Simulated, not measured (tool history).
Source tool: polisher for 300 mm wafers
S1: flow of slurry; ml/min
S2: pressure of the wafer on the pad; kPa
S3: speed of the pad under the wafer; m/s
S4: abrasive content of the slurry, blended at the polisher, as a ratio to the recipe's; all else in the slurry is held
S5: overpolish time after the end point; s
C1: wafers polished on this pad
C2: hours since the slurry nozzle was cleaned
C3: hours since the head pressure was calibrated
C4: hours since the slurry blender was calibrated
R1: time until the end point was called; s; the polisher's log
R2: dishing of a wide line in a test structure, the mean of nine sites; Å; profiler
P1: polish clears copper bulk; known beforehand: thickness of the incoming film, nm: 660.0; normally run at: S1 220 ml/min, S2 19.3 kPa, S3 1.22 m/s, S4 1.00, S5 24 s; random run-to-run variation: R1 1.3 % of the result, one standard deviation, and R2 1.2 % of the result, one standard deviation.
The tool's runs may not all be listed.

run 1 hour=3.5 | S1=220 S2=19.3 S3=1.22 S4=1.00 S5=24 | C1=196 C2=414.4 C3=477.1 C4=106.3 | R1=64.792 R2=927.12
run 2 hour=9.6 | S1=220 S2=19.3 S3=1.22 S4=1.00 S5=24 | C1=241 C2=420.5 C3=483.2 C4=112.4 | R1=65.553 R2=911.94
run 3 hour=16.7 | S1=220 S2=19.3 S3=1.22 S4=1.00 S5=24 | C1=293 C2=427.6 C3=490.3 C4=119.5 | R1=66.540 R2=923.04
run 4 hour=22.6 | S1=220 S2=19.3 S3=1.22 S4=1.00 S5=7 | C1=336 C2=433.5 C3=496.2 C4=125.4 | R1=64.674 R2=449.50
run 5 hour=28.4 | S1=150 S2=19.3 S3=1.22 S4=0.55 S5=24 | C1=379 C2=439.3 C3=502.0 C4=131.2 | R1=79.363 R2=868.54
run 6 hour=34.8 | S1=220 S2=19.3 S3=1.22 S4=1.00 S5=37 | C1=426 C2=445.7 C3=508.4 C4=137.6 | R1=67.033 R2=1044.10
run 7 hour=38.8 | S1=220 S2=19.3 S3=1.22 S4=1.00 S5=24 | C1=455 C2=449.7 C3=512.4 C4=141.6 | R1=65.303 R2=933.37
run 8 hour=45.4 | S1=130 S2=19.3 S3=1.22 S4=1.00 S5=24 | C1=503 C2=456.3 C3=519.0 C4=148.2 | R1=71.288 R2=899.05
run 9 hour=51.9 | S1=220 S2=19.3 S3=1.22 S4=0.75 S5=24 | C1=551 C2=462.8 C3=525.5 C4=154.7 | R1=69.663 R2=916.05
run 10 hour=58.8 | S1=220 S2=13.1 S3=1.22 S4=1.00 S5=24 | C1=601 C2=469.7 C3=532.4 C4=161.6 | R1=98.589 R2=738.51
run 11 hour=64.2 | S1=220 S2=25.5 S3=1.22 S4=0.75 S5=24 | C1=641 C2=475.1 C3=537.8 C4=167.0 | R1=52.201 R2=1019.60
run 12 hour=68.4 | S1=220 S2=19.3 S3=1.58 S4=1.00 S5=24 | C1=672 C2=479.3 C3=542.0 C4=171.2 | R1=50.374 R2=988.41
run 13 hour=73.7 | S1=220 S2=25.5 S3=1.22 S4=1.00 S5=24 | C1=711 C2=484.6 C3=547.3 C4=176.5 | R1=49.151 R2=1050.70
run 14 hour=80.3 | S1=320 S2=19.3 S3=1.22 S4=1.00 S5=24 | C1=759 C2=491.2 C3=553.9 C4=183.1 | R1=64.804 R2=933.97
run 15 hour=83.4 | S1=275 S2=19.3 S3=1.22 S4=1.00 S5=42 | C1=782 C2=494.3 C3=557.0 C4=186.2 | R1=64.274 R2=1068.50
-- hour=87.2 head pressure recalibrated
run 16 hour=90.1 | S1=220 S2=19.3 S3=1.22 S4=1.00 S5=24 | C1=831 C2=501.0 C3=3.0 C4=192.9 | R1=66.828 R2=903.20
run 17 hour=93.8 | S1=220 S2=19.3 S3=1.22 S4=1.00 S5=24 | C1=858 C2=504.7 C3=6.7 C4=196.6 | R1=66.214 R2=920.86
-- hour=95.7 slurry nozzle cleaned
run 18 hour=97.9 | S1=220 S2=19.3 S3=0.54 S4=1.00 S5=24 | C1=888 C2=2.3 C3=10.8 C4=200.7 | R1=146.900 R2=597.18
run 19 hour=104.4 | S1=220 S2=19.3 S3=1.22 S4=1.30 S5=24 | C1=935 C2=8.8 C3=17.3 C4=207.2 | R1=62.544 R2=937.93
run 20 hour=108.6 | S1=220 S2=19.3 S3=1.22 S4=1.00 S5=24 | C1=966 C2=13.0 C3=21.5 C4=211.4 | R1=66.141 R2=904.40
run 21 hour=113.5 | S1=220 S2=19.3 S3=1.22 S4=1.00 S5=24 | C1=1002 C2=17.9 C3=26.4 C4=216.3 | R1=67.166 R2=912.56
run 22 hour=117.9 | S1=220 S2=19.3 S3=1.22 S4=1.00 S5=24 | C1=1034 C2=22.3 C3=30.8 C4=220.7 | R1=69.251 R2=904.48
run 23 hour=124.0 | S1=220 S2=19.3 S3=1.22 S4=1.00 S5=24 | C1=1079 C2=28.4 C3=36.9 C4=226.8 | R1=69.757 R2=908.32
-- hour=124.5 worn pad replaced by a new one
run 24 hour=127.2 | S1=220 S2=19.3 S3=1.22 S4=1.00 S5=24 | C1=20 C2=31.6 C3=40.1 C4=230.0 | R1=69.204 R2=900.22
run 25 hour=131.7 | S1=220 S2=19.3 S3=1.22 S4=1.00 S5=24 | C1=53 C2=36.1 C3=44.6 C4=234.5 | R1=71.619 R2=876.82
run 26 hour=134.8 | S1=220 S2=19.3 S3=1.22 S4=1.00 S5=24 | C1=75 C2=39.2 C3=47.7 C4=237.6 | R1=70.559 R2=876.60

What will run 27 give?
run 27 hour=138.8 | S1=220 S2=19.3 S3=1.22 S4=1.00 S5=24 | C1=105 C2=43.2 C3=51.7 C4=241.6 | R1=? R2=?

Run 27 produced R1 71.921 s, R2 888.45 Å.

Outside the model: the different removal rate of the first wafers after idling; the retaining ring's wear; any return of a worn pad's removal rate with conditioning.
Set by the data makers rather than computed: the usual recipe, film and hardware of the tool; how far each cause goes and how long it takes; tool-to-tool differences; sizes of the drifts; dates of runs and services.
